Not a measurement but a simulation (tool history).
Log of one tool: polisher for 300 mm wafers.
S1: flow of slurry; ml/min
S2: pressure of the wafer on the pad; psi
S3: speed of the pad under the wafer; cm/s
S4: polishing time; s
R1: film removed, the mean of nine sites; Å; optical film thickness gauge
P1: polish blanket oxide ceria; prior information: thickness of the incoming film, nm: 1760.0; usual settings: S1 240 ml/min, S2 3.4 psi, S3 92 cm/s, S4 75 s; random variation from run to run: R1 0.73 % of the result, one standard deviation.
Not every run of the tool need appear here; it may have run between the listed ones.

| run | day | S1 | S2 | S3 | S4 | R1 |
|---|---|---|---|---|---|---|
| 1 | 0.454 | 240 | 3.4 | 92 | 75 | 3554.5 |
| 2 | 0.729 | 240 | 3.4 | 92 | 55 | 2629.4 |
| 3 | 1.188 | 180 | 3.4 | 44 | 75 | 1647.7 |
| 4 | 1.667 | 335 | 3.4 | 92 | 46 | 2260.6 |
| 5 | 2.142 | 240 | 3.4 | 130 | 75 | 5115.3 |
| 6 | 2.546 | 240 | 4.7 | 92 | 75 | 5010.5 |
| 7 | 2.846 | 145 | 3.4 | 92 | 75 | 3348.2 |
| 8 | 3.217 | 240 | 3.4 | 92 | 75 | 3568.1 |
| 9 | 3.525 | 315 | 3.4 | 92 | 75 | 3668.6 |
| 10 | 4.05 | 240 | 2.2 | 92 | 75 | 2291.2 |
| 11 | 4.642 | 240 | 3.4 | 92 | 115 | 5498.8 |
| 12 | 4.954 | 240 | 3.4 | 42 | 75 | 1616.1 |
| 13 | 5.358 | 240 | 3.4 | 92 | 75 | 3595.1 |
| 14 | 5.638 | 240 | 3.4 | 92 | 75 | 3577.3 |

Estimate the outcome of run 15 from the log above:
| 15 | 6.096 | 240 | 3.4 | 92 | 75 | ? |

{"run 15": {"R1": 3578.7}}

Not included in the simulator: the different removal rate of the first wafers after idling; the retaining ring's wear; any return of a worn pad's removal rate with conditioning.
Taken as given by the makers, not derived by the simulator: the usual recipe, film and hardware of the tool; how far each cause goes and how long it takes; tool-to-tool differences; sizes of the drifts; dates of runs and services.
